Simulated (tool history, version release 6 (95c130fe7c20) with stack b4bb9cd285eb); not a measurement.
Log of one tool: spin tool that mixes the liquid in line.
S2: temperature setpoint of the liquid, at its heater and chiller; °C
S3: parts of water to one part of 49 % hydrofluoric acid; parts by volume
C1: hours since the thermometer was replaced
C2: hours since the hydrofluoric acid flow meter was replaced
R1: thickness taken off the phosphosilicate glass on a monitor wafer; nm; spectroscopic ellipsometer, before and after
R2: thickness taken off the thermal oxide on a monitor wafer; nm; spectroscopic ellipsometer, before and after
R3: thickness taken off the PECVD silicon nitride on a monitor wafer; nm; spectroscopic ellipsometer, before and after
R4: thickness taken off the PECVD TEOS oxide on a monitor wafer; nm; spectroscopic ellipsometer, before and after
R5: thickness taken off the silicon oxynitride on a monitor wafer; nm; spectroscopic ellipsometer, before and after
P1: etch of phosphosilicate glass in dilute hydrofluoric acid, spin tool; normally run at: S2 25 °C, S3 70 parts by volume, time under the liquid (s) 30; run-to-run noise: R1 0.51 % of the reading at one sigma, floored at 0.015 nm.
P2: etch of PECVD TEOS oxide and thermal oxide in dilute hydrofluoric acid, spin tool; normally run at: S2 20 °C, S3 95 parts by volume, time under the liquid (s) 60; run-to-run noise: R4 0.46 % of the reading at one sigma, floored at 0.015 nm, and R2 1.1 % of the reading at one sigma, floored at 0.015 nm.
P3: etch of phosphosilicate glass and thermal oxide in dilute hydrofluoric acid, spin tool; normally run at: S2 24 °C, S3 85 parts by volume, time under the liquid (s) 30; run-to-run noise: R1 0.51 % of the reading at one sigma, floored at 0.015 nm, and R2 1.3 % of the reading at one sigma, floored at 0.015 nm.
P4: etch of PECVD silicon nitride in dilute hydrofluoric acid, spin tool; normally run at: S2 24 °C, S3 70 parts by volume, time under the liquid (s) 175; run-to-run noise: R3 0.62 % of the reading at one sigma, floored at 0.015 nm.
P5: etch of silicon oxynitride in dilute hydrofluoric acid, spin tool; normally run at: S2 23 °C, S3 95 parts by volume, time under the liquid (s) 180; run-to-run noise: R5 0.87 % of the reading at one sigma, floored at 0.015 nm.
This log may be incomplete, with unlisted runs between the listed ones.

{"run": 1, "hour": 8.9, "process that ran": "P1", "S2": 25, "S3": 70, "time under the liquid (s)": 30, "C1": 201.3, "C2": 814.9, "R1": 37.721}
{"run": 2, "hour": 16.4, "process that ran": "P3", "S2": 24, "S3": 85, "time under the liquid (s)": 30, "C1": 208.8, "C2": 822.4, "R1": 71.675, "R2": 1.8119}
{"run": 3, "hour": 25.4, "process that ran": "P1", "S2": 25, "S3": 70, "time under the liquid (s)": 15, "C1": 217.8, "C2": 831.4, "R1": 18.866}
{"run": 4, "hour": 37.0, "process that ran": "P4", "S2": 24, "S3": 30, "time under the liquid (s)": 175, "C1": 229.4, "C2": 843, "R3": 11.801}
{"run": 5, "hour": 49.2, "process that ran": "P1", "S2": 17.5, "S3": 70, "time under the liquid (s)": 55, "C1": 241.6, "C2": 855.2, "R1": 50.553}
{"run": 6, "hour": 57.3, "process that ran": "P2", "S2": 20, "S3": 95, "time under the liquid (s)": 60, "C1": 249.7, "C2": 863.3, "R2": 2.6817, "R4": 12.3}
{"run": 7, "hour": 63.3, "process that ran": "P1", "S2": 25, "S3": 115, "time under the liquid (s)": 30, "C1": 255.7, "C2": 869.3, "R1": 21.564}
{"run": 8, "hour": 75.5, "process that ran": "P4", "S2": 24, "S3": 70, "time under the liquid (s)": 175, "C1": 267.9, "C2": 881.5, "R3": 5.1543}
{"hour": 80.4, "done": "hydrofluoric acid flow meter replaced"}
{"run": 9, "hour": 82.4, "process that ran": "P5", "S2": 23, "S3": 145, "time under the liquid (s)": 180, "C1": 274.8, "C2": 2.1, "R5": 1.6587}
{"run": 10, "hour": 93.6, "process that ran": "P1", "S2": 18.5, "S3": 70, "time under the liquid (s)": 30, "C1": 286, "C2": 13.3, "R1": 28.697}
{"run": 11, "hour": 100.6, "process that ran": "P5", "S2": 23, "S3": 95, "time under the liquid (s)": 180, "C1": 293, "C2": 20.3, "R5": 2.645}
{"hour": 106.9, "done": "thermometer replaced"}
{"run": 12, "hour": 108.6, "process that ran": "P5", "S2": 27.5, "S3": 95, "time under the liquid (s)": 180, "C1": 1.7, "C2": 28.3, "R5": 3.2745}
{"run": 13, "hour": 114.2, "process that ran": "P3", "S2": 24, "S3": 85, "time under the liquid (s)": 15, "C1": 7.3, "C2": 33.9, "R1": 35.499, "R2": 0.93868}
{"run": 14, "hour": 120.9, "process that ran": "P1", "S2": 25, "S3": 20, "time under the liquid (s)": 15, "C1": 14, "C2": 40.6, "R1": 70.471}
{"run": 15, "hour": 131.1, "process that ran": "P2", "S2": 20, "S3": 95, "time under the liquid (s)": 95, "C1": 24.2, "C2": 50.8, "R2": 4.1932, "R4": 19.364}
{"run": 16, "hour": 142.9, "process that ran": "P2", "S2": 20, "S3": 95, "time under the liquid (s)": 60, "C1": 36, "C2": 62.6, "R2": 2.6767, "R4": 12.294}
{"run": 17, "hour": 153.4, "process that ran": "P4", "S2": 29.5, "S3": 70, "time under the liquid (s)": 175, "C1": 46.5, "C2": 73.1, "R3": 7.3284}
{"run": 18, "hour": 161.0, "process that ran": "P1", "S2": 25, "S3": 70, "time under the liquid (s)": 30, "C1": 54.1, "C2": 80.7, "R1": 37.68}
{"run": 19, "hour": 166.9, "process that ran": "P3", "S2": 28, "S3": 85, "time under the liquid (s)": 30, "C1": 60, "C2": 86.6, "R1": 83.179, "R2": 2.0802}
{"run": 20, "hour": 173.3, "process that ran": "P2", "S2": 20, "S3": 145, "time under the liquid (s)": 60, "C1": 66.4, "C2": 93, "R2": 1.6638, "R4": 7.6633}
{"run": 21, "hour": 178.8, "process that ran": "P1", "S2": 25, "S3": 70, "time under the liquid (s)": 30, "C1": 71.9, "C2": 98.5, "R1": 37.606}
{"run": 22, "hour": 189.8, "process that ran": "P4", "S2": 24, "S3": 70, "time under the liquid (s)": 90, "C1": 82.9, "C2": 109.5, "R3": 2.6553}
{"run": 23, "hour": 200.0, "process that ran": "P1", "S2": 25, "S3": 40, "time under the liquid (s)": 30, "C1": 93.1, "C2": 119.7, "R1": 68.865}
{"run": 24, "hour": 208.4, "process that ran": "P3", "S2": 24, "S3": 145, "time under the liquid (s)": 30, "C1": 101.5, "C2": 128.1, "R1": 38.811, "R2": 1.0031}
{"run": 25, "hour": 220.0, "process that ran": "P5", "S2": 23, "S3": 95, "time under the liquid (s)": 180, "C1": 113.1, "C2": 139.7, "R5": 2.6458}
{"run": 26, "hour": 230.5, "process that ran": "P1", "S2": 30, "S3": 70, "time under the liquid (s)": 30, "C1": 123.6, "C2": 150.2, "R1": 46.174}
{"run": 27, "hour": 241.5, "process that ran": "P2", "S2": 27.5, "S3": 95, "time under the liquid (s)": 60, "C1": 134.6, "C2": 161.2, "R2": 3.631, "R4": 16.568}
{"run": 28, "hour": 251.9, "process that ran": "P1", "S2": 25, "S3": 70, "time under the liquid (s)": 30, "C1": 145, "C2": 171.6, "R1": 37.837}
{"run": 29, "hour": 258.3, "process that ran": "P1", "S2": 25, "S3": 70, "time under the liquid (s)": 55, "C1": 151.4, "C2": 178, "R1": 68.834}
{"run": 30, "hour": 267.0, "process that ran": "P1", "S2": 25, "S3": 70, "time under the liquid (s)": 30, "C1": 160.1, "C2": 186.7, "R1": 37.458}
{"run": 31, "hour": 276.3, "process that ran": "P5", "S2": 23, "S3": 95, "time under the liquid (s)": 345, "C1": 169.4, "C2": 196, "R5": 5.0928}
{"run": 32, "hour": 283.6, "process that ran": "P1", "S2": 25, "S3": 70, "time under the liquid (s)": 30, "C1": 176.7, "C2": 203.3, "R1": 37.921}
{"run": 33, "hour": 295.7, "process that ran": "P1", "S2": 20, "S3": 100, "time under the liquid (s)": 30, "C1": 188.8, "C2": 215.4, "R1": 20.671}
{"run": 34, "hour": 301.2, "process that ran": "P1", "S2": 25, "S3": 70, "time under the liquid (s)": 30, "C1": 194.3, "C2": 220.9, "R1": 37.624}
{"run": 35, "hour": 311.5, "process that ran": "P1", "S2": 25, "S3": 70, "time under the liquid (s)": 30, "C1": 204.6, "C2": 231.2, "R1": 36.266}
{"run": 36, "hour": 321.3, "process that ran": "P1", "S2": 25, "S3": 70, "time under the liquid (s)": 30, "C1": 214.4, "C2": 241, "R1": 35.797}
{"run": 37, "hour": 332.6, "process that ran": "P1", "S2": 25, "S3": 70, "time under the liquid (s)": 30, "C1": 225.7, "C2": 252.3, "R1": 35.46}
{"run": 38, "hour": 342.2, "process that ran": "P1", "S2": 25, "S3": 70, "time under the liquid (s)": 30, "C1": 235.3, "C2": 261.9, "R1": 35.004}
{"run": 39, "hour": 353.7, "process that ran": "P1", "S2": 25, "S3": 70, "time under the liquid (s)": 30, "C1": 246.8, "C2": 273.4, "R1": 35.034}
{"run": 40, "hour": 359.3, "process that ran": "P1", "S2": 25, "S3": 70, "time under the liquid (s)": 30, "C1": 252.4, "C2": 279, "R1": 35.103}
{"run": 41, "hour": 368.7, "process that ran": "P1", "S2": 25, "S3": 70, "time under the liquid (s)": 30, "C1": 261.8, "C2": 288.4, "R1": 34.959}
{"run": 42, "hour": 376.9, "process that ran": "P1", "S2": 25, "S3": 70, "time under the liquid (s)": 30, "C1": 270, "C2": 296.6, "R1": 34.518}
{"run": 43, "hour": 386.7, "process that ran": "P1", "S2": 25, "S3": 70, "time under the liquid (s)": 30, "C1": 279.8, "C2": 306.4, "R1": 34.69}
{"run": 44, "hour": 395.7, "process that ran": "P1", "S2": 25, "S3": 70, "time under the liquid (s)": 30, "C1": 288.8, "C2": 315.4, "R1": 34.402}

P1 no longer gives what it gave before; its output has crept away from where it was. The following 2 causes, each at its listed size, fit the log equally well:
A: hydrofluoric acid flow below the setpoint (%) = 7.27
B: liquid colder than its thermometer reads (K) = 2.04
The drift started at roughly hour 301.2.

Which of the 4 check runs listed below separates the causes, so that each cause would produce a clearly different result? Each run uses one wafer, and its results are marked with question marks.
{"run": "check 1", "hour": 404.7, "process that ran": "P3", "S2": 24, "S3": 85, "time under the liquid (s)": 30, "R1": "?", "R2": "?"}
{"run": "check 2", "hour": 404.7, "process that ran": "P5", "S2": 23, "S3": 95, "time under the liquid (s)": 180, "R5": "?"}
{"run": "check 3", "hour": 404.7, "process that ran": "P2", "S2": 20, "S3": 95, "time under the liquid (s)": 60, "R2": "?", "R4": "?"}
{"run": "check 4", "hour": 404.7, "process that ran": "P4", "S2": 24, "S3": 70, "time under the liquid (s)": 175, "R3": "?"}

How each check would come out, cause by cause:
check=check_1 result=R1 if_A=65.654 if_B=65.74
check=check_1 result=R2 if_A=1.6582 if_B=1.6604
check=check_2 result=R5 if_A=2.4454 if_B=2.4045
check=check_3 result=R2 if_A=2.461 if_B=2.4585
check=check_3 result=R4 if_A=11.294 if_B=11.283
check=check_4 result=R3 if_A=4.7888 if_B=4.4962
Distance between the nearest two causes, measured in the result of the check that separates them most: check 1 0.13 %; check 2 1.69 %; check 3 0.1 %; check 4 6.3 %
Check 4 tells the causes apart: in the others they would give nearly the same result.

Check 4 was carried out, with these results: R3 4.5146 nm. Which of the listed causes is responsible?

The cause is B: liquid colder than its thermometer reads (K).
